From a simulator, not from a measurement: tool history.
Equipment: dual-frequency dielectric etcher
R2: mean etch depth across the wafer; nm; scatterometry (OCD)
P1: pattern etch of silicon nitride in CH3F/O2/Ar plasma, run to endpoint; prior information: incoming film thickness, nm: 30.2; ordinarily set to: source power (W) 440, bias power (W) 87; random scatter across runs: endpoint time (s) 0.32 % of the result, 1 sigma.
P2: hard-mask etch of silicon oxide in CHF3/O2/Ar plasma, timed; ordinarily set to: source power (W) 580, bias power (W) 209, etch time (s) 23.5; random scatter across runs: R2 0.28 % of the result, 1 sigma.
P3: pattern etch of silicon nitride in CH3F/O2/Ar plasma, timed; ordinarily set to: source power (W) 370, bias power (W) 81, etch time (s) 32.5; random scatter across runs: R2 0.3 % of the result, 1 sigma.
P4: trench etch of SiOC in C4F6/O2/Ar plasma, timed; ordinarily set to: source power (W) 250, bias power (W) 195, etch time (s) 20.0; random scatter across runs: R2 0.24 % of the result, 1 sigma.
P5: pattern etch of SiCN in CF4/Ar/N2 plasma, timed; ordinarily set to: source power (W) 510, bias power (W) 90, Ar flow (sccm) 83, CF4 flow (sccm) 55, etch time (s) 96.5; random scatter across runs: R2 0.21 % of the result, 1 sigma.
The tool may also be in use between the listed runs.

run 1 day=0.600 | process_that_ran=P1 source_power_(W)=440 bias_power_(W)=87 | endpoint_time_(s)=40.149
run 2 day=1.133 | process_that_ran=P2 source_power_(W)=580 bias_power_(W)=157 etch_time_(s)=23.5 | R2=43.202
run 3 day=1.767 | process_that_ran=P1 source_power_(W)=440 bias_power_(W)=87 | endpoint_time_(s)=40.002
run 4 day=2.421 | process_that_ran=P3 source_power_(W)=370 bias_power_(W)=81 etch_time_(s)=32.5 | R2=22.892
run 5 day=2.825 | process_that_ran=P1 source_power_(W)=440 bias_power_(W)=87 | endpoint_time_(s)=40.089
run 6 day=3.212 | process_that_ran=P4 source_power_(W)=250 bias_power_(W)=195 etch_time_(s)=20.0 | R2=35.422
run 7 day=3.712 | process_that_ran=P4 source_power_(W)=250 bias_power_(W)=195 etch_time_(s)=20.0 | R2=35.379
run 8 day=4.158 | process_that_ran=P1 source_power_(W)=340 bias_power_(W)=63 | endpoint_time_(s)=49.067
run 9 day=4.879 | process_that_ran=P1 source_power_(W)=580 bias_power_(W)=87 | endpoint_time_(s)=35.880
run 10 day=5.296 | process_that_ran=P1 source_power_(W)=440 bias_power_(W)=113 | endpoint_time_(s)=36.419
run 11 day=5.954 | process_that_ran=P1 source_power_(W)=590 bias_power_(W)=60 | endpoint_time_(s)=40.650
run 12 day=6.742 | process_that_ran=P1 source_power_(W)=290 bias_power_(W)=87 | endpoint_time_(s)=46.637
run 13 day=7.346 | process_that_ran=P1 source_power_(W)=440 bias_power_(W)=87 | endpoint_time_(s)=39.785
-- day=7.517 source power generator calibrated
run 14 day=8.054 | process_that_ran=P2 source_power_(W)=580 bias_power_(W)=209 etch_time_(s)=23.5 | R2=47.823
run 15 day=8.650 | process_that_ran=P5 source_power_(W)=510 bias_power_(W)=90 etch_time_(s)=138.0 Ar_flow_(sccm)=83 CF4_flow_(sccm)=55 | R2=141.060
run 16 day=9.008 | process_that_ran=P2 source_power_(W)=580 bias_power_(W)=209 etch_time_(s)=23.5 | R2=47.650
run 17 day=9.396 | process_that_ran=P4 source_power_(W)=250 bias_power_(W)=260 etch_time_(s)=20.0 | R2=38.946
run 18 day=10.121 | process_that_ran=P5 source_power_(W)=510 bias_power_(W)=90 etch_time_(s)=96.5 Ar_flow_(sccm)=83 CF4_flow_(sccm)=36 | R2=93.030
run 19 day=10.771 | process_that_ran=P2 source_power_(W)=580 bias_power_(W)=209 etch_time_(s)=15.0 | R2=30.567
run 20 day=11.171 | process_that_ran=P2 source_power_(W)=740 bias_power_(W)=209 etch_time_(s)=23.5 | R2=52.496
-- day=11.221 bias power generator calibrated
run 21 day=11.596 | process_that_ran=P1 source_power_(W)=300 bias_power_(W)=105 | endpoint_time_(s)=43.138
run 22 day=12.004 | process_that_ran=P1 source_power_(W)=440 bias_power_(W)=87 | endpoint_time_(s)=39.918
run 23 day=12.729 | process_that_ran=P4 source_power_(W)=250 bias_power_(W)=195 etch_time_(s)=28.5 | R2=50.566
run 24 day=13.508 | process_that_ran=P5 source_power_(W)=670 bias_power_(W)=90 etch_time_(s)=96.5 Ar_flow_(sccm)=83 CF4_flow_(sccm)=55 | R2=125.250
run 25 day=14.225 | process_that_ran=P4 source_power_(W)=190 bias_power_(W)=195 etch_time_(s)=20.0 | R2=31.989
run 26 day=14.608 | process_that_ran=P3 source_power_(W)=290 bias_power_(W)=81 etch_time_(s)=32.5 | R2=20.903
run 27 day=15.342 | process_that_ran=P5 source_power_(W)=510 bias_power_(W)=90 etch_time_(s)=96.5 Ar_flow_(sccm)=83 CF4_flow_(sccm)=55 | R2=98.819
run 28 day=16.088 | process_that_ran=P3 source_power_(W)=370 bias_power_(W)=81 etch_time_(s)=44.0 | R2=30.996
run 29 day=16.862 | process_that_ran=P3 source_power_(W)=370 bias_power_(W)=55 etch_time_(s)=32.5 | R2=20.047
run 30 day=17.492 | process_that_ran=P1 source_power_(W)=440 bias_power_(W)=52 | endpoint_time_(s)=47.495
run 31 day=18.254 | process_that_ran=P5 source_power_(W)=510 bias_power_(W)=64 etch_time_(s)=96.5 Ar_flow_(sccm)=83 CF4_flow_(sccm)=55 | R2=87.553
run 32 day=18.700 | process_that_ran=P5 source_power_(W)=510 bias_power_(W)=90 etch_time_(s)=96.5 Ar_flow_(sccm)=107 CF4_flow_(sccm)=55 | R2=95.245
run 33 day=19.042 | process_that_ran=P1 source_power_(W)=440 bias_power_(W)=87 | endpoint_time_(s)=40.076
run 34 day=19.429 | process_that_ran=P1 source_power_(W)=440 bias_power_(W)=87 | endpoint_time_(s)=40.197
run 35 day=20.088 | process_that_ran=P1 source_power_(W)=440 bias_power_(W)=87 | endpoint_time_(s)=40.440
run 36 day=20.862 | process_that_ran=P1 source_power_(W)=440 bias_power_(W)=87 | endpoint_time_(s)=40.450
run 37 day=21.500 | process_that_ran=P1 source_power_(W)=440 bias_power_(W)=87 | endpoint_time_(s)=40.399
run 38 day=22.208 | process_that_ran=P1 source_power_(W)=440 bias_power_(W)=87 | endpoint_time_(s)=40.477
-- day=22.371 wet clean of the chamber
run 39 day=22.867 | process_that_ran=P1 source_power_(W)=440 bias_power_(W)=87 | endpoint_time_(s)=40.593
run 40 day=23.442 | process_that_ran=P1 source_power_(W)=440 bias_power_(W)=87 | endpoint_time_(s)=40.428
run 41 day=23.992 | process_that_ran=P1 source_power_(W)=440 bias_power_(W)=87 | endpoint_time_(s)=40.687
run 42 day=24.746 | process_that_ran=P1 source_power_(W)=440 bias_power_(W)=87 | endpoint_time_(s)=40.595
run 43 day=25.400 | process_that_ran=P1 source_power_(W)=440 bias_power_(W)=87 | endpoint_time_(s)=40.598
run 44 day=26.025 | process_that_ran=P1 source_power_(W)=440 bias_power_(W)=87 | endpoint_time_(s)=40.592

Something has made what P1 gives creep away from where it was; the 2 causes below, each at its own stated size, fit the log equally well:
A: bias power that arrives under what is set, % = 4.43
B: source power that arrives under what is set, % = 4.17
The process output started creeping at around day 19.042.
The rest of the possible causes, and what rules out each one:
chamber walls in a state that lowers the etch rate, %: was serviced at day 22.371, once the creep was under way, yet the earlier output never came back

Question marks stand in for the results of the 4 check runs listed below, each run on one wafer. Under which run would the listed causes show clearly different results?
run check 1 day=26.650 | process_that_ran=P5 source_power_(W)=510 bias_power_(W)=90 etch_time_(s)=96.5 Ar_flow_(sccm)=83 CF4_flow_(sccm)=55 | R2=?
run check 2 day=26.650 | process_that_ran=P2 source_power_(W)=580 bias_power_(W)=209 etch_time_(s)=23.5 | R2=?
run check 3 day=26.650 | process_that_ran=P3 source_power_(W)=370 bias_power_(W)=81 etch_time_(s)=32.5 | R2=?
run check 4 day=26.650 | process_that_ran=P4 source_power_(W)=250 bias_power_(W)=195 etch_time_(s)=20.0 | R2=?

What every check run would give for each of its results, assuming each possible cause in turn:
check=check_1 result=R2 if_A=97.268 if_B=95.260
check=check_2 result=R2 if_A=47.031 if_B=47.009
check=check_3 result=R2 if_A=22.548 if_B=22.547
check=check_4 result=R2 if_A=34.885 if_B=34.839
Distance between the nearest two causes, measured in the result of the check that separates them most: check 1 2.09 %; check 2 0.05 %; check 3 0.01 %; check 4 0.13 %
Of the check runs offered, only check 1 discriminates between the causes; the rest would read about the same regardless of which cause applies.

Check 1 was then run and gave: R2 95.115 nm. Which cause is it?

The correct cause is B, namely: source power that arrives under what is set, %.

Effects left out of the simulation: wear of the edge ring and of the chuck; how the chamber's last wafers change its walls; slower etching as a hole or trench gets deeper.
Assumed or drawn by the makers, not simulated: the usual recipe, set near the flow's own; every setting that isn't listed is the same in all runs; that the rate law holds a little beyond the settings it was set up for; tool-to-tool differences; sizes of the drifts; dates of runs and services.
